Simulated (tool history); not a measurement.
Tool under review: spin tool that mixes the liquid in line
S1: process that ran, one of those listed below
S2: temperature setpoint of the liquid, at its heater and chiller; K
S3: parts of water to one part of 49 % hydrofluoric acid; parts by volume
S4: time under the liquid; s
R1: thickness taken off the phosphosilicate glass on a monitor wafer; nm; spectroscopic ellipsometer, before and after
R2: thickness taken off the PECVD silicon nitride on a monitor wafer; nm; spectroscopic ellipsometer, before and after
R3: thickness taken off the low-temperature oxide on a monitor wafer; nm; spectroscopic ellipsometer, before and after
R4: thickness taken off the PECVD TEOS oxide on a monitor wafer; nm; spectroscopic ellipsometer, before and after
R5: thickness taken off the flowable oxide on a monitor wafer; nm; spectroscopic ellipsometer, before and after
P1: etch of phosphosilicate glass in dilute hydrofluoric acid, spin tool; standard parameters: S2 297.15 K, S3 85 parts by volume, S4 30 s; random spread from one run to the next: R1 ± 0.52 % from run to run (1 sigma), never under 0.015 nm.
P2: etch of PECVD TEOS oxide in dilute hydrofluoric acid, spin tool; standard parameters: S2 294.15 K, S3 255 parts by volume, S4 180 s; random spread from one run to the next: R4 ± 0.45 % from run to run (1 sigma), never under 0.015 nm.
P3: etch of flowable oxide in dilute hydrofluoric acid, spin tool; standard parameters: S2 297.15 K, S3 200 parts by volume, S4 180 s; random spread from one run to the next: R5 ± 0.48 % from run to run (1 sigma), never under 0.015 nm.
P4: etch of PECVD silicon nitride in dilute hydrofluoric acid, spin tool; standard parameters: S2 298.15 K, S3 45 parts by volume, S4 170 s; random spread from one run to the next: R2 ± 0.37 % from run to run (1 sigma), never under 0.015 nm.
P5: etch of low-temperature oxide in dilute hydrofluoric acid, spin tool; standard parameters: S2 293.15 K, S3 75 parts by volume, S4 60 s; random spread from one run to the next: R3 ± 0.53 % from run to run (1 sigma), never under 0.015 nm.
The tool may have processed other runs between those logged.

run,day,S1,S2,S3,S4,R1,R2,R3,R4,R5
1,0.329,P1,297.15,85,30,49.257,,,,
2,0.808,P4,293.65,45,170,,5.1569,,,
3,1.088,P5,293.15,75,110,,,23.621,,
4,1.708,P2,294.15,65,180,,,,44.597,
5,2.083,P1,304.15,85,30,65.08,,,,
6,2.404,P4,298.15,45,170,,7.0211,,,
7,2.679,P1,297.15,85,30,49.63,,,,
8,3.138,P4,298.15,45,285,,11.773,,,
9,3.467,P4,298.15,75,170,,4.2742,,,
10,4.029,P1,297.15,50,30,87.863,,,,
11,4.454,P3,291.15,200,180,,,,,20.088
12,4.729,P1,297.15,85,45,74.576,,,,
13,5.225,P2,294.15,255,325,,,,16.821,
14,5.542,P5,290.15,75,60,,,11.384,,
15,6.021,P1,297.15,85,30,48.947,,,,
16,6.621,P1,297.15,85,30,49.652,,,,
17,7.021,P2,294.15,255,180,,,,9.2583,
18,7.325,P5,293.15,75,60,,,12.948,,
19,7.65,P3,297.15,200,350,,,,,49.408
20,8.25,P5,293.15,20,60,,,52.011,,
21,8.854,P2,290.15,255,180,,,,8.041,
22,9.175,P1,297.15,115,30,34.999,,,,
23,9.604,P3,297.15,200,180,,,,,25.399
24,9.933,P1,304.15,85,15,32.606,,,,
25,10.317,P3,297.15,55,180,,,,,109.06
26,10.871,P1,293.15,85,30,41.654,,,,
27,11.404,P1,297.15,85,15,24.711,,,,
28,11.717,P1,297.15,85,30,49.691,,,,
29,12.212,P1,297.15,85,30,50.408,,,,
30,12.6,P1,297.15,85,30,51.129,,,,
31,12.871,P1,297.15,85,30,51.737,,,,
32,13.212,P1,297.15,85,30,51.676,,,,
33,13.688,P1,297.15,85,30,52.117,,,,
34,14.283,P1,297.15,85,30,52.585,,,,
35,14.646,P1,297.15,85,30,53.07,,,,
36,15.254,P1,297.15,85,30,52.582,,,,
37,15.888,P1,297.15,85,30,52.922,,,,
38,16.175,P1,297.15,85,30,52.854,,,,

P1 has crept away from where it was. The log is fitted equally well by each of these 2 causes, at the sizes shown:
A: hydrofluoric acid flow above the setpoint (%) = 5.98
B: liquid hotter than its thermometer reads (K) = 1.62
Creep in the process output first set in at about day 11.717.

The check runs listed below each take one wafer, and their results are still question marks. Under which run would the listed causes lead to clearly different results?
check 1,16.462,P2,291.15,255,275,,,,?,
check 2,16.462,P4,298.15,75,260,,?,,,
check 3,16.462,P5,293.15,20,60,,,?,,
check 4,16.462,P3,297.15,60,180,,,,,?

Check results expected under each cause:
check,result,if A,if B
check 1,R4,13.586,13.457
check 2,R2,6.8945,7.2421
check 3,R3,54.828,55.405
check 4,R5,105.77,106.1
Minimum pairwise separation of causes per check, each pair taken at its best-separating result: check 1 0.95 %; check 2 4.92 %; check 3 1.05 %; check 4 0.31 %
Of the check runs offered, only check 2 discriminates between the causes; the rest would read about the same regardless of which cause applies.

Check 2 has now been run. It gave: R2 7.274 nm. Which of the candidate causes is it?

It was cause B: liquid hotter than its thermometer reads (K).

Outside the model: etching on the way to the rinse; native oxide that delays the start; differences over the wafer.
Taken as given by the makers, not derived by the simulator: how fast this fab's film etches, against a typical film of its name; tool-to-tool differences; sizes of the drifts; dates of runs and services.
